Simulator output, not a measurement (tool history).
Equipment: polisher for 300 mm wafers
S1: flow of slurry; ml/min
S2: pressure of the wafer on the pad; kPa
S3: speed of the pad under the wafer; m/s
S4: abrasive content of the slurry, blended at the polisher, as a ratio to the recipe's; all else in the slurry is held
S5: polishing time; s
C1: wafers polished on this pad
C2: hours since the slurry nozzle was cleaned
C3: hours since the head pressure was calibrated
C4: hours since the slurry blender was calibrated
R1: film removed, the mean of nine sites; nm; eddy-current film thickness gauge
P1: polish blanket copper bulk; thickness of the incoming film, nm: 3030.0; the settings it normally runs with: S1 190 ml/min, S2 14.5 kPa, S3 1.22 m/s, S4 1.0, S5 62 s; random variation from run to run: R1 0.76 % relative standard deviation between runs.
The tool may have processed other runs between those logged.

run 1 day=0.521 | S1=190 S2=14.5 S3=1.22 S4=1.0 S5=62 | C1=830 C2=110.0 C3=704.7 C4=203.7 | R1=439.70
run 2 day=1.092 | S1=190 S2=14.5 S3=1.22 S4=1.0 S5=62 | C1=995 C2=123.7 C3=718.4 C4=217.4 | R1=441.22
run 3 day=1.662 | S1=190 S2=14.5 S3=1.22 S4=0.5 S5=62 | C1=1160 C2=137.4 C3=732.1 C4=231.1 | R1=384.21
run 4 day=2.029 | S1=190 S2=6.9 S3=1.22 S4=1.0 S5=62 | C1=1266 C2=146.2 C3=740.9 C4=239.9 | R1=207.35
run 5 day=2.571 | S1=190 S2=14.5 S3=0.78 S4=1.0 S5=88 | C1=1422 C2=159.2 C3=753.9 C4=252.9 | R1=394.57
run 6 day=3.367 | S1=190 S2=20.7 S3=1.22 S4=1.0 S5=62 | C1=1652 C2=178.3 C3=773.0 C4=272.0 | R1=636.31
run 7 day=4.104 | S1=190 S2=14.5 S3=1.22 S4=1.0 S5=62 | C1=1865 C2=196.0 C3=790.7 C4=289.7 | R1=446.10
run 8 day=4.783 | S1=190 S2=14.5 S3=1.22 S4=1.0 S5=62 | C1=2062 C2=212.3 C3=807.0 C4=306.0 | R1=443.39
run 9 day=5.321 | S1=190 S2=14.5 S3=1.88 S4=1.0 S5=62 | C1=2217 C2=225.2 C3=819.9 C4=318.9 | R1=674.78
run 10 day=5.808 | S1=190 S2=14.5 S3=0.60 S4=1.0 S5=62 | C1=2358 C2=236.9 C3=831.6 C4=330.6 | R1=215.26
run 11 day=6.592 | S1=190 S2=14.5 S3=1.22 S4=1.0 S5=90 | C1=2584 C2=255.7 C3=850.4 C4=349.4 | R1=635.24
run 12 day=7.188 | S1=190 S2=14.5 S3=1.22 S4=1.0 S5=28 | C1=2757 C2=270.0 C3=864.7 C4=363.7 | R1=199.65
run 13 day=7.775 | S1=190 S2=14.5 S3=1.22 S4=1.0 S5=62 | C1=2926 C2=284.1 C3=878.8 C4=377.8 | R1=439.27
run 14 day=8.246 | S1=190 S2=14.5 S3=1.22 S4=1.0 S5=62 | C1=3062 C2=295.4 C3=890.1 C4=389.1 | R1=439.85
run 15 day=8.829 | S1=190 S2=14.5 S3=1.22 S4=1.5 S5=62 | C1=3231 C2=309.4 C3=904.1 C4=403.1 | R1=478.71
run 16 day=9.500 | S1=115 S2=14.5 S3=1.22 S4=1.0 S5=62 | C1=3425 C2=325.5 C3=920.2 C4=419.2 | R1=405.06
run 17 day=9.912 | S1=135 S2=14.5 S3=1.76 S4=1.0 S5=62 | C1=3544 C2=335.4 C3=930.1 C4=429.1 | R1=600.77
-- day=10.158 head pressure recalibrated
run 18 day=10.562 | S1=190 S2=14.5 S3=0.92 S4=1.0 S5=92 | C1=3732 C2=351.0 C3=9.7 C4=444.7 | R1=492.32
run 19 day=10.938 | S1=190 S2=14.5 S3=1.22 S4=1.0 S5=62 | C1=3840 C2=360.0 C3=18.7 C4=453.7 | R1=437.97
run 20 day=11.446 | S1=265 S2=14.5 S3=1.22 S4=1.0 S5=62 | C1=3987 C2=372.2 C3=30.9 C4=465.9 | R1=460.28
run 21 day=11.862 | S1=190 S2=14.5 S3=1.22 S4=1.0 S5=62 | C1=4108 C2=382.2 C3=40.9 C4=475.9 | R1=439.83
run 22 day=12.229 | S1=190 S2=14.5 S3=1.22 S4=1.0 S5=62 | C1=4214 C2=391.0 C3=49.7 C4=484.7 | R1=433.64
run 23 day=12.888 | S1=190 S2=14.5 S3=1.22 S4=1.0 S5=62 | C1=4404 C2=406.8 C3=65.5 C4=500.5 | R1=421.89
-- day=13.575 slurry blender recalibrated
run 24 day=13.588 | S1=190 S2=14.5 S3=1.22 S4=1.0 S5=62 | C1=4606 C2=423.6 C3=82.3 C4=0.3 | R1=425.88

The next listed run, before its measurement:
run 25 day=13.938 | S1=190 S2=14.5 S3=1.22 S4=1.0 S5=62 | C1=4707 C2=432.0 C3=90.7 C4=8.7 | R1=?

R1: 423.34 nm
